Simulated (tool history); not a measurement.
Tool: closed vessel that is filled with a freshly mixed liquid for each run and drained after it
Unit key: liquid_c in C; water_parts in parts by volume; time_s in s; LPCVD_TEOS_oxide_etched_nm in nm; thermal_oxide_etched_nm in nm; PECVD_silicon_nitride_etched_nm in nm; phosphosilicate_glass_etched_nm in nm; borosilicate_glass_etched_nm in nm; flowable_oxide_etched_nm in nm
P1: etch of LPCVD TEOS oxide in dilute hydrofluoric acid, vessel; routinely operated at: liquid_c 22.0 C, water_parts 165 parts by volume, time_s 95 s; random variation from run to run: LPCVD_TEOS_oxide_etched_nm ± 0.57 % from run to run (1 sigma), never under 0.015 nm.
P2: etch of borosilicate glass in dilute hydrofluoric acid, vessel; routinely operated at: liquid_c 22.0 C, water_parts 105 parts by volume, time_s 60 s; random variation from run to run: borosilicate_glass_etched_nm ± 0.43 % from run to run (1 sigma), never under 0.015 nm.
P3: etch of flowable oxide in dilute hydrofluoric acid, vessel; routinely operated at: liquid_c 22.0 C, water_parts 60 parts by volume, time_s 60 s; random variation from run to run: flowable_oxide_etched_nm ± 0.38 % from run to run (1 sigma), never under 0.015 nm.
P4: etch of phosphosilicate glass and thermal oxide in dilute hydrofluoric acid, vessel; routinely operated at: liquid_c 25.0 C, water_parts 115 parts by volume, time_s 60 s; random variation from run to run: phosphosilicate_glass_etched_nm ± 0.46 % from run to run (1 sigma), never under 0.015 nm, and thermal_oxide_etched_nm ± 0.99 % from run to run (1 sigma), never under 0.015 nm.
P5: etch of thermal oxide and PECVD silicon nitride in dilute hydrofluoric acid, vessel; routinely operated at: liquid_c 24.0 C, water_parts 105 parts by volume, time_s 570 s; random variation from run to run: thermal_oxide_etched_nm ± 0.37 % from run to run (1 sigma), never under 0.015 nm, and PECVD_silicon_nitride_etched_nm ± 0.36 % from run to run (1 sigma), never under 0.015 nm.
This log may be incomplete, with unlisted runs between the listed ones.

run   hour  process  liquid_c  water_parts  time_s  hours since the thermometer was replaced  hours since the hydrofluoric acid flow meter was replaced  LPCVD_TEOS_oxide_etched_nm  thermal_oxide_etched_nm  PECVD_silicon_nitride_etched_nm  phosphosilicate_glass_etched_nm  borosilicate_glass_etched_nm  flowable_oxide_etched_nm
  1    3.9       P1      22.0          165      95                                     524.0                                                      295.8                      8.3591
  2    7.6       P1      22.0          165      40                                     527.7                                                      299.5                      3.4958
  3   11.8       P5      24.0          105     570                                     531.9                                                      303.7                                              26.6670                          12.0570
  4   14.4       P1      22.0          165      95                                     534.5                                                      306.3                      8.3241
  5   18.2       P1      17.0          165     180                                     538.3                                                      310.1                     12.9600
  6   21.7       P1      22.0          105     175                                     541.8                                                      313.6                     25.7540
  7   25.7       P4      25.0          115     120                                     545.8                                                      317.6                                               5.1773                                                           187.970
  8   29.7       P1      22.0          165      95                                     549.8                                                      321.6                      8.3515
  9   33.2       P4      25.0          180      60                                     553.3                                                      325.1                                               1.4998                                                            55.114
 10   36.4       P5      18.5          105     570                                     556.5                                                      328.3                                              21.3170                           8.3644
 11   38.8       P1      18.0          165      95                                     558.9                                                      330.7                      7.0714
 12   41.8       P1      22.0           95      95                                     561.9                                                      333.7                     15.5740
 13   45.3       P4      25.0          115      60                                     565.4                                                      337.2                                               2.5273                                                            92.896
 14   48.8       P2      22.0          105      60                                     568.9                                                      340.7                                                                                                                                              12.2390
 15   52.1       P1      22.0          165     150                                     572.2                                                      344.0                     13.3370
 16   54.2       P1      22.0          165      95                                     574.3                                                      346.1                      8.3366
 17   57.2       P1      25.5          165      95                                     577.3                                                      349.1                      9.5387
 18   60.9       P2      22.0          175      60                                     581.0                                                      352.8                                                                                                                                               6.8382
 19   64.4       P1      22.0          165      95                                     584.5                                                      356.3                      8.3424
 20   66.7       P1      22.0          240      95                                     586.8                                                      358.6                      5.3467
 21   70.0       P4      17.5          115      60                                     590.1                                                      361.9                                               1.9284                                                            69.525
 22   73.5       P1      22.0          260     155                                     593.6                                                      365.4                      7.8315
 23   77.2       P1      22.0          165      95                                     597.3                                                      369.1                      8.3169
 24   80.5       P3      22.0           95      60                                     600.6                                                      372.4                                                                                                                                                                         28.652
 25   82.4       P3      22.0           60     100                                     602.5                                                      374.3                                                                                                                                                                         78.544
 26   84.9       P5      24.0          105    1135                                     605.0                                                      376.8                                              52.8030                          23.8970
 27   86.9       P3      30.0           60      60                                     607.0                                                      378.8                                                                                                                                                                         64.880
 28   90.7       P3      22.0           60      60                                     610.8                                                      382.6                                                                                                                                                                         47.167
 29   92.7       P2      22.0          105      30                                     612.8                                                      384.6                                                                                                                                               6.1246
 30   95.4       P3      22.0           60      60                                     615.5                                                      387.3                                                                                                                                                                         47.033
 31   98.1       P2      18.0          105      60                                     618.2                                                      390.0                                                                                                                                              10.2610
 32  101.4       P5      24.0           65     570                                     621.5                                                      393.3                                              45.2800                          19.3140
 33  105.2       P1      22.0          165      95                                     625.3                                                      397.1                      8.2652
 34  108.6       P1      22.0          165      95                                     628.7                                                      400.5                      8.1496
 35  111.6       P1      22.0          165      95                                     631.7                                                      403.5                      7.9788
 36  114.2       P1      22.0          165      95                                     634.3                                                      406.1                      7.8709
 37  117.9       P1      22.0          165      95                                     638.0                                                      409.8                      7.8532
 38  121.1       P1      22.0          165      95                                     641.2                                                      413.0                      7.8847
 39  123.2       P1      22.0          165      95                                     643.3                                                      415.1                      7.9096
 40  125.1       P1      22.0          165      95                                     645.2                                                      417.0                      7.8648

Something has made what P1 gives creep away from where it was; the 2 causes below, each at its own stated size, fit the log equally well:
A: hydrofluoric acid flow below the setpoint (%) = 5.06
B: liquid colder than its thermometer reads (K) = 1.58
Onset of the creep was near hour 105.2.

The check runs listed below each take one wafer, and their results are still question marks. Under which run would the listed causes lead to clearly different results?
check 1  127.0       P2      22.0          105      30                                                                                                                                                                                                                                                         ?
check 2  127.0       P4      19.5          115     105                                                                                                                                                         ?                                                                 ?
check 3  127.0       P3      29.0           60     100                                                                                                                                                                                                                                                                                   ?
check 4  127.0       P5      24.0           75     940                                                                                                                                                         ?                                ?

If the cause were each of the candidates in turn, the checks would give the following:
  check                           result     if A     if B
check 1     borosilicate_glass_etched_nm   5.7452   5.7135
check 2          thermal_oxide_etched_nm   3.4005   3.3784
check 2  phosphosilicate_glass_etched_nm  123.890  123.090
check 3         flowable_oxide_etched_nm   98.694   98.137
check 4          thermal_oxide_etched_nm  60.2270  59.7980
check 4  PECVD_silicon_nitride_etched_nm  26.3210  24.9180
Gap, in per cent, between the two causes that each check separates least, read from the result that separates them most: check 1 0.55 %; check 2 0.65 %; check 3 0.57 %; check 4 5.48 %
The causes can be told apart only by check 4. The other checks would give nearly the same results under each of them.

Running check 4 produced the following: thermal_oxide_etched_nm 60.1360 nm; PECVD_silicon_nitride_etched_nm 26.2930 nm. Which one of the listed causes fits?

Of the candidate causes, it is A: hydrofluoric acid flow below the setpoint (%).

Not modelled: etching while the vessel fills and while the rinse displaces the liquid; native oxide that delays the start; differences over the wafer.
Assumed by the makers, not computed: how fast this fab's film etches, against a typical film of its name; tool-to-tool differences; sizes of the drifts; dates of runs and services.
